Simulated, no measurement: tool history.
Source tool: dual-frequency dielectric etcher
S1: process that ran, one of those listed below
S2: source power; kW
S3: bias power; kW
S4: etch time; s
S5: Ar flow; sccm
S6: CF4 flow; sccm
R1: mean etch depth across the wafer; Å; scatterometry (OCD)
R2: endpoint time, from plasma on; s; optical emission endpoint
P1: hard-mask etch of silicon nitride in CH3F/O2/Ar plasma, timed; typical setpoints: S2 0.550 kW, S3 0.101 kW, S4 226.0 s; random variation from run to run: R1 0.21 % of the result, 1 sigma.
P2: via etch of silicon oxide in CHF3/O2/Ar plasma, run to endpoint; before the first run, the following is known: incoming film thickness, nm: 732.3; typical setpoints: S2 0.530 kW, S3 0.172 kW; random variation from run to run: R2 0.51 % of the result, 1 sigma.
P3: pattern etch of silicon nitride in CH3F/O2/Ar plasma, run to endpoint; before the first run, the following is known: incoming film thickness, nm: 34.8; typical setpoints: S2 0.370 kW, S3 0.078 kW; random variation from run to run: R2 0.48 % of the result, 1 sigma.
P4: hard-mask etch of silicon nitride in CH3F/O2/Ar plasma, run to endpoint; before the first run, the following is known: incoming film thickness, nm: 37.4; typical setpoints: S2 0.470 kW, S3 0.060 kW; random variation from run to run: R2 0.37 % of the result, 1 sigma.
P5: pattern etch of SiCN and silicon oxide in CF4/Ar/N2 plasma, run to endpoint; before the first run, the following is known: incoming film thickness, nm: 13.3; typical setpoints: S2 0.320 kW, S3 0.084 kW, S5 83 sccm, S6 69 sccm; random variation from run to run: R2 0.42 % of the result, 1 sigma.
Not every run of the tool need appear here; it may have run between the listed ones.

Run 1, hour 3.9: S1 P1, S2 0.550 kW, S3 0.101 kW, S4 226.0 s. Result: R1 1968.6 Å.
Run 2, hour 8.3: S1 P1, S2 0.550 kW, S3 0.101 kW, S4 226.0 s. Result: R1 1976.1 Å.
Run 3, hour 11.0: S1 P5, S2 0.320 kW, S3 0.084 kW, S5 83 sccm, S6 69 sccm. Result: R2 19.111 s.
Run 4, hour 15.2: S1 P4, S2 0.470 kW, S3 0.060 kW. Result: R2 54.108 s.
Run 5, hour 17.4: S1 P1, S2 0.550 kW, S3 0.101 kW, S4 226.0 s. Result: R1 1982.9 Å.
Run 6, hour 20.5: S1 P4, S2 0.470 kW, S3 0.035 kW. Result: R2 63.913 s.
Run 7, hour 22.7: S1 P1, S2 0.550 kW, S3 0.079 kW, S4 226.0 s. Result: R1 1809.0 Å.
Run 8, hour 25.6: S1 P3, S2 0.490 kW, S3 0.078 kW. Result: R2 45.858 s.
Run 9, hour 28.7: S1 P1, S2 0.550 kW, S3 0.101 kW, S4 161.5 s. Result: R1 1415.0 Å.
Run 10, hour 31.0: S1 P1, S2 0.550 kW, S3 0.101 kW, S4 226.0 s. Result: R1 1969.8 Å.
Run 11, hour 34.4: S1 P1, S2 0.700 kW, S3 0.134 kW, S4 226.0 s. Result: R1 2396.5 Å.
Run 12, hour 38.0: S1 P1, S2 0.550 kW, S3 0.101 kW, S4 226.0 s. Result: R1 1978.1 Å.
Run 13, hour 42.4: S1 P5, S2 0.320 kW, S3 0.084 kW, S5 110 sccm, S6 69 sccm. Result: R2 19.683 s.
Run 14, hour 45.9: S1 P5, S2 0.450 kW, S3 0.084 kW, S5 83 sccm, S6 69 sccm. Result: R2 14.071 s.
Run 15, hour 50.0: S1 P2, S2 0.530 kW, S3 0.172 kW. Result: R2 397.860 s.
Run 16, hour 54.1: S1 P2, S2 0.530 kW, S3 0.101 kW. Result: R2 465.920 s.
Run 17, hour 57.0: S1 P5, S2 0.320 kW, S3 0.084 kW, S5 83 sccm, S6 50 sccm. Result: R2 19.945 s.
Run 18, hour 59.1: S1 P1, S2 0.550 kW, S3 0.101 kW, S4 279.5 s. Result: R1 2449.4 Å.
Run 19, hour 62.6: S1 P1, S2 0.550 kW, S3 0.101 kW, S4 226.0 s. Result: R1 1981.3 Å.
Run 20, hour 65.2: S1 P2, S2 0.530 kW, S3 0.172 kW. Result: R2 394.220 s.
Run 21, hour 69.6: S1 P2, S2 0.740 kW, S3 0.172 kW. Result: R2 349.900 s.
Run 22, hour 74.4: S1 P5, S2 0.320 kW, S3 0.054 kW, S5 83 sccm, S6 69 sccm. Result: R2 21.852 s.
Run 23, hour 79.3: S1 P1, S2 0.360 kW, S3 0.101 kW, S4 226.0 s. Result: R1 1693.4 Å.
Run 24, hour 81.9: S1 P1, S2 0.550 kW, S3 0.131 kW, S4 226.0 s. Result: R1 2169.8 Å.
Run 25, hour 85.1: S1 P3, S2 0.370 kW, S3 0.078 kW. Result: R2 51.122 s.
Run 26, hour 88.3: S1 P1, S2 0.550 kW, S3 0.069 kW, S4 309.5 s. Result: R1 2377.5 Å.
Run 27, hour 92.5: S1 P1, S2 0.730 kW, S3 0.101 kW, S4 226.0 s. Result: R1 2203.3 Å.
Run 28, hour 95.3: S1 P4, S2 0.470 kW, S3 0.060 kW. Result: R2 54.080 s.
Run 29, hour 98.6: S1 P3, S2 0.370 kW, S3 0.058 kW. Result: R2 56.255 s.
Run 30, hour 100.9: S1 P4, S2 0.290 kW, S3 0.060 kW. Result: R2 64.926 s.
Run 31, hour 104.3: S1 P5, S2 0.320 kW, S3 0.084 kW, S5 83 sccm, S6 69 sccm. Result: R2 18.935 s.
Run 32, hour 107.4: S1 P1, S2 0.550 kW, S3 0.101 kW, S4 226.0 s. Result: R1 1968.1 Å.

Run 33 has not been measured yet. What should we expect?
Run 33, hour 110.9: S1 P1, S2 0.550 kW, S3 0.101 kW, S4 226.0 s. Result: R1 ?.

{"run 33": {"R1": 1986.3}}

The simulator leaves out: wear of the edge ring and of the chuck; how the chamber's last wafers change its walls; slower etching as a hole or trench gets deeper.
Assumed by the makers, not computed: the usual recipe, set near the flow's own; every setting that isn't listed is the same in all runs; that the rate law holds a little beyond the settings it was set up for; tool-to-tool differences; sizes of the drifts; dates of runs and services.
